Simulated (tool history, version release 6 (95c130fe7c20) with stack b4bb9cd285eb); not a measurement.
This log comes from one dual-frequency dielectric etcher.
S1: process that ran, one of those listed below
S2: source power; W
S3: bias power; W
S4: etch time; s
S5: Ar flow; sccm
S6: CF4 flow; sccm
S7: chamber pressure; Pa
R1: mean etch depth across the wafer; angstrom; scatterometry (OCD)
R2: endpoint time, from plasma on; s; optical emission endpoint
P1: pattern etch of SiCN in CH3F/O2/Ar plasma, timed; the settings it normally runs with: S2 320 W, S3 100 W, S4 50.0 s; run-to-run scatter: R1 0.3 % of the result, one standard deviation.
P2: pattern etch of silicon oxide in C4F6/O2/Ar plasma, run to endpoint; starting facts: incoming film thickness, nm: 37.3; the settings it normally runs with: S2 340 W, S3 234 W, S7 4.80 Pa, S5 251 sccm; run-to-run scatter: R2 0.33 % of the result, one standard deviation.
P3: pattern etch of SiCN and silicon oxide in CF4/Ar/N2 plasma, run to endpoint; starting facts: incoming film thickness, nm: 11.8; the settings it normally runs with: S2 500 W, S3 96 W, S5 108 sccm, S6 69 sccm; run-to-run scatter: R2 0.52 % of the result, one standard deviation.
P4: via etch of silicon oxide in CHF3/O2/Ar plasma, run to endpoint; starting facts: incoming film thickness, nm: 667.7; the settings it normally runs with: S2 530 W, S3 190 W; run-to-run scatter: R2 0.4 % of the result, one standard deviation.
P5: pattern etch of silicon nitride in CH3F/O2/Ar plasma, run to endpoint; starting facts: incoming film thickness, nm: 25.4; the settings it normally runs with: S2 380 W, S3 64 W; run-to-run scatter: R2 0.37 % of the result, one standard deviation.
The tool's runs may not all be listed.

| run | hour | S1 | S2 | S3 | S4 | S5 | S6 | S7 | R1 | R2 |
|---|---|---|---|---|---|---|---|---|---|---|
| 1 | 4.2 | P1 | 320 | 100 | 50.0 |  |  |  | 200.41 |  |
| 2 | 9.1 | P1 | 320 | 100 | 69.5 |  |  |  | 279.40 |  |
| 3 | 14.5 | P3 | 500 | 96 |  | 131 | 69 |  |  | 11.6980 |
| 4 | 19.2 | P4 | 530 | 190 |  |  |  |  |  | 358.9200 |
| 5 | 23.1 | P5 | 380 | 41 |  |  |  |  |  | 45.0960 |
| 6 | 28.6 | P1 | 250 | 100 | 50.0 |  |  |  | 183.58 |  |
| 7 | 33.5 | P3 | 500 | 96 |  | 108 | 69 |  |  | 11.3480 |
| 8 | 37.0 | P2 | 340 | 234 |  | 251 |  | 4.80 |  | 11.9060 |
| 9 | 41.0 | P1 | 380 | 100 | 50.0 |  |  |  | 215.10 |  |
| 10 | 47.9 | P1 | 320 | 100 | 27.5 |  |  |  | 110.82 |  |
| 11 | 52.4 | P2 | 340 | 234 |  | 157 |  | 4.80 |  | 11.3030 |
| 12 | 57.0 | P1 | 320 | 100 | 50.0 |  |  |  | 200.87 |  |
| 13 | 61.0 | P1 | 320 | 100 | 50.0 |  |  |  | 200.81 |  |
| 14 | 64.7 | P3 | 500 | 134 |  | 108 | 69 |  |  | 9.9583 |
| 15 | 68.2 | P2 | 340 | 142 |  | 251 |  | 4.80 |  | 13.9620 |
| 16 | 72.3 | P4 | 530 | 121 |  |  |  |  |  | 414.2100 |
| 17 | 79.1 | P2 | 440 | 234 |  | 251 |  | 4.80 |  | 10.8100 |
| 18 | 83.2 | P1 | 320 | 100 | 50.0 |  |  |  | 201.12 |  |
| 19 | 86.2 | P4 | 630 | 190 |  |  |  |  |  | 332.0700 |
| 20 | 90.4 | P1 | 320 | 100 | 50.0 |  |  |  | 200.88 |  |
| 21 | 96.3 | P2 | 340 | 234 |  | 251 |  | 6.60 |  | 12.4050 |
| 22 | 101.4 | P5 | 380 | 64 |  |  |  |  |  | 39.3060 |
| 23 | 107.3 | P3 | 500 | 96 |  | 108 | 69 |  |  | 11.3890 |
| 24 | 111.6 | P1 | 320 | 59 | 50.0 |  |  |  | 165.57 |  |
| 25 | 116.5 | P3 | 500 | 96 |  | 108 | 98 |  |  | 10.7940 |
| 26 | 121.1 | P1 | 320 | 130 | 29.0 |  |  |  | 129.50 |  |
| 27 | 124.2 | P1 | 320 | 137 | 50.0 |  |  |  | 226.62 |  |
| 28 | 127.4 | P5 | 520 | 64 |  |  |  |  |  | 34.8430 |
| 29 | 132.8 | P1 | 380 | 128 | 50.0 |  |  |  | 234.42 |  |
| 30 | 136.9 | P3 | 660 | 96 |  | 108 | 69 |  |  | 8.9654 |
| 31 | 141.1 | P1 | 320 | 100 | 50.0 |  |  |  | 200.98 |  |
| 32 | 147.7 | P1 | 320 | 100 | 50.0 |  |  |  | 198.81 |  |
| 33 | 150.8 | P1 | 320 | 100 | 50.0 |  |  |  | 199.52 |  |
| 34 | 156.2 | P1 | 320 | 100 | 50.0 |  |  |  | 198.45 |  |
| 35 | 161.6 | P1 | 320 | 100 | 50.0 |  |  |  | 198.97 |  |
| 36 | 167.4 | P1 | 320 | 100 | 50.0 |  |  |  | 198.37 |  |
| 37 | 172.0 | P1 | 320 | 100 | 50.0 |  |  |  | 197.41 |  |

Run 38 is up next; what results do you expect?
|  | 174.9 | wet clean of the chamber |
| 38 | 178.4 | P1 | 320 | 100 | 50.0 |  |  |  | ? |  |

{"run 38": {"R1": 198.6}}

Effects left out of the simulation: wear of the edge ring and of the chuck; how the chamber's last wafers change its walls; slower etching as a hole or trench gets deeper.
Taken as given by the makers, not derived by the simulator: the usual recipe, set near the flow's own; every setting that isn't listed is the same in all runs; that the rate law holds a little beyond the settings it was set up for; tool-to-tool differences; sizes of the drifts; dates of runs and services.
